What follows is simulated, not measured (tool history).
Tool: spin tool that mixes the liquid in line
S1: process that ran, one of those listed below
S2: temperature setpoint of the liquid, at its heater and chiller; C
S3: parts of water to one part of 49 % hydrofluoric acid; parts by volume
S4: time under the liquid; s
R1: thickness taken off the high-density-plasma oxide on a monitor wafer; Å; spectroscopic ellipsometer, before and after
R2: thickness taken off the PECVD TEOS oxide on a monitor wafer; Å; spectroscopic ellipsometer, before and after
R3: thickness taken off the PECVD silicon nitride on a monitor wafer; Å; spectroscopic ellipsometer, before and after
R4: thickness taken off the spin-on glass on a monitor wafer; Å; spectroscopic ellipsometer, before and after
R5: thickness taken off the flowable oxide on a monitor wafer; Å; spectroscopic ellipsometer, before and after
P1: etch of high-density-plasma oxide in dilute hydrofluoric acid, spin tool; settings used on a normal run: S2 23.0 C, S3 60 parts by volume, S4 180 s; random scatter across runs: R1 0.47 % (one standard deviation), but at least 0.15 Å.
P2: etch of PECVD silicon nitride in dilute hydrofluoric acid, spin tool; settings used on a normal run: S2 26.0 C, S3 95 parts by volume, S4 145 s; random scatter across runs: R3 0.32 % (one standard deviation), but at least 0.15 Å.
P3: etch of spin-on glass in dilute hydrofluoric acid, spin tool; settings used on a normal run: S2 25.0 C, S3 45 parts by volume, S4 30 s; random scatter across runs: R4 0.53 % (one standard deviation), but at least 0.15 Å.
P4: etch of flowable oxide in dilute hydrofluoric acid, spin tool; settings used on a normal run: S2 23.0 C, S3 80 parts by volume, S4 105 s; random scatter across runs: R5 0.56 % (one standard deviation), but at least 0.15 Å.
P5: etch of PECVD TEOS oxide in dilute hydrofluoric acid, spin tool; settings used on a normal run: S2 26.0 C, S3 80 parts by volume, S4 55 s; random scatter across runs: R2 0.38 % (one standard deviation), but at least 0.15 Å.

run   hour  S1    S2   S3   S4       R1       R2       R3      R4      R5
  1    7.4  P1  23.0   60  180  154.870
  2   16.6  P5  26.0  130   55            70.991
  3   22.2  P1  17.0   60  180  119.210
  4   29.8  P2  26.0  160  145                     50.016
  5   36.2  P1  23.0   60  180  155.990
  6   46.9  P3  25.0   45   15                             173.71
  7   52.6  P1  23.0  110  180   80.372
  8   57.6  P4  23.0   80  175                                     722.67
  9   63.1  P3  25.0   65   30                             232.91
 10   68.2  P5  26.0   80   55           123.280
 11   75.6  P1  23.0   30  180  321.220
 12   83.1  P4  23.0  125  105                                     263.30
 13   92.6  P1  23.0   60  180  155.230
 14  101.1  P3  25.0   45   30                             345.65
 15  109.9  P2  26.0   95  145                     84.130
 16  120.2  P1  23.0   60  285  246.020
 17  126.8  P4  23.0   80  105                                     436.40
 18  133.3  P2  26.0   95  210                    122.050
 19  143.4  P1  23.0   60   80   68.626
 20  151.0  P5  32.0   80   55           154.810
 21  160.5  P5  26.0   80   80           179.400
 22  170.3  P1  30.0   25  180  523.630
 23  180.5  P1  23.0   60  180  154.890
 24  191.3  P3  32.5   45   30                             464.55
 25  197.3  P2  22.0   95  145                     65.016
 26  207.9  P2  26.0   95  145                     83.924
 27  213.4  P4  19.0   80  105                                     365.38
 28  219.4  P1  27.5   60  180  186.260
 29  227.4  P1  23.0   60  180  154.330
 30  234.5  P1  23.0   60  180  148.350

What does the tool deliver on the next run?
 31  240.3  P1  23.0  60  180   ?

Run 31 gave R1 146.240 Å.
